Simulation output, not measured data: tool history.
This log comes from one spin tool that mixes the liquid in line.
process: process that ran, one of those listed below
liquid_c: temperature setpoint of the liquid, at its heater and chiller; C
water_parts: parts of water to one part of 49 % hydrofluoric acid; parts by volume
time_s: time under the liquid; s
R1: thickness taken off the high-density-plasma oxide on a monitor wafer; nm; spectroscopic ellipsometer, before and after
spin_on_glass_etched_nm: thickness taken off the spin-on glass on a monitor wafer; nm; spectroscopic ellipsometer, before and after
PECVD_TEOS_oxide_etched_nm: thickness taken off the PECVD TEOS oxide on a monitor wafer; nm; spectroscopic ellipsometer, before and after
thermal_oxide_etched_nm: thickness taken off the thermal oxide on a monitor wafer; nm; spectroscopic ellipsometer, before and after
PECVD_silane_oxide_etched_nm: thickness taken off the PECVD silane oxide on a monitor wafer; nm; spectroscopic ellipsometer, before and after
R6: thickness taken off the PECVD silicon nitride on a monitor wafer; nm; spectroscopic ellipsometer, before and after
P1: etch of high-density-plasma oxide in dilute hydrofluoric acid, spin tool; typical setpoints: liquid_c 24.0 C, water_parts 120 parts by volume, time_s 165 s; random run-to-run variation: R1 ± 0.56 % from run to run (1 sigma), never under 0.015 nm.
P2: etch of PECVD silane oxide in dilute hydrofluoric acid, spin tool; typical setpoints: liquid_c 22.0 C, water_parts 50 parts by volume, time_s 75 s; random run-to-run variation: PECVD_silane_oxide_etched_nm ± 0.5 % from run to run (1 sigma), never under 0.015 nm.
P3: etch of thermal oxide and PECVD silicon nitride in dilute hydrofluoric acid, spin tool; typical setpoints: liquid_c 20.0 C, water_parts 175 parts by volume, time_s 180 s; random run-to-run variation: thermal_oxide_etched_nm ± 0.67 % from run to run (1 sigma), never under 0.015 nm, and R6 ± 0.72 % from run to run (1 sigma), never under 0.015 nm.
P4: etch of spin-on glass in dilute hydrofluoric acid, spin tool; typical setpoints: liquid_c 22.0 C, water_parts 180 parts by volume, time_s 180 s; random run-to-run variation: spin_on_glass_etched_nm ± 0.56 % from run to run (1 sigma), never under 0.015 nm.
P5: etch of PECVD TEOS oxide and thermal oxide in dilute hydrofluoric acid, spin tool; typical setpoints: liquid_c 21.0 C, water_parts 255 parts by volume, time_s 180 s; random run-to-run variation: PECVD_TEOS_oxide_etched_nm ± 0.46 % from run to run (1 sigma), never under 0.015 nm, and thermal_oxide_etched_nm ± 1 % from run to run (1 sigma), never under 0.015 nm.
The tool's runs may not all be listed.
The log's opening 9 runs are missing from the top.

Run 10, hour 129.5: process P1, liquid_c 24.0 C, water_parts 55 parts by volume, time_s 165 s. Result: R1 20.7250 nm.
Run 11, hour 144.9: process P1, liquid_c 24.0 C, water_parts 120 parts by volume, time_s 165 s. Result: R1 8.8226 nm.
Run 12, hour 157.0: process P5, liquid_c 21.0 C, water_parts 255 parts by volume, time_s 180 s. Result: PECVD_TEOS_oxide_etched_nm 6.7036 nm, thermal_oxide_etched_nm 2.5112 nm.
Run 13, hour 167.3: process P1, liquid_c 24.0 C, water_parts 120 parts by volume, time_s 25 s. Result: R1 1.3134 nm.
Run 14, hour 184.1: process P1, liquid_c 21.0 C, water_parts 195 parts by volume, time_s 165 s. Result: R1 4.4030 nm.
Run 15, hour 194.4: process P1, liquid_c 24.0 C, water_parts 120 parts by volume, time_s 165 s. Result: R1 8.7227 nm.
Run 16, hour 205.3: process P2, liquid_c 22.0 C, water_parts 50 parts by volume, time_s 130 s. Result: PECVD_silane_oxide_etched_nm 94.911 nm.
Run 17, hour 220.1: process P2, liquid_c 22.0 C, water_parts 50 parts by volume, time_s 75 s. Result: PECVD_silane_oxide_etched_nm 55.057 nm.
Run 18, hour 228.9: process P2, liquid_c 22.0 C, water_parts 50 parts by volume, time_s 75 s. Result: PECVD_silane_oxide_etched_nm 54.444 nm.
Run 19, hour 241.8: process P3, liquid_c 20.0 C, water_parts 175 parts by volume, time_s 180 s. Result: thermal_oxide_etched_nm 3.8613 nm, R6 3.1548 nm.
Run 20, hour 251.4: process P5, liquid_c 21.0 C, water_parts 470 parts by volume, time_s 180 s. Result: PECVD_TEOS_oxide_etched_nm 2.9954 nm, thermal_oxide_etched_nm 1.1031 nm.
Run 21, hour 260.5: process P4, liquid_c 22.0 C, water_parts 285 parts by volume, time_s 180 s. Result: spin_on_glass_etched_nm 20.634 nm.

What does the tool deliver on the next run?
Run 22, hour 270.6: process P5, liquid_c 21.0 C, water_parts 255 parts by volume, time_s 180 s. Result: PECVD_TEOS_oxide_etched_nm ?, thermal_oxide_etched_nm ?.

Run 22 yielded PECVD_TEOS_oxide_etched_nm 6.5938 nm, thermal_oxide_etched_nm 2.4447 nm.

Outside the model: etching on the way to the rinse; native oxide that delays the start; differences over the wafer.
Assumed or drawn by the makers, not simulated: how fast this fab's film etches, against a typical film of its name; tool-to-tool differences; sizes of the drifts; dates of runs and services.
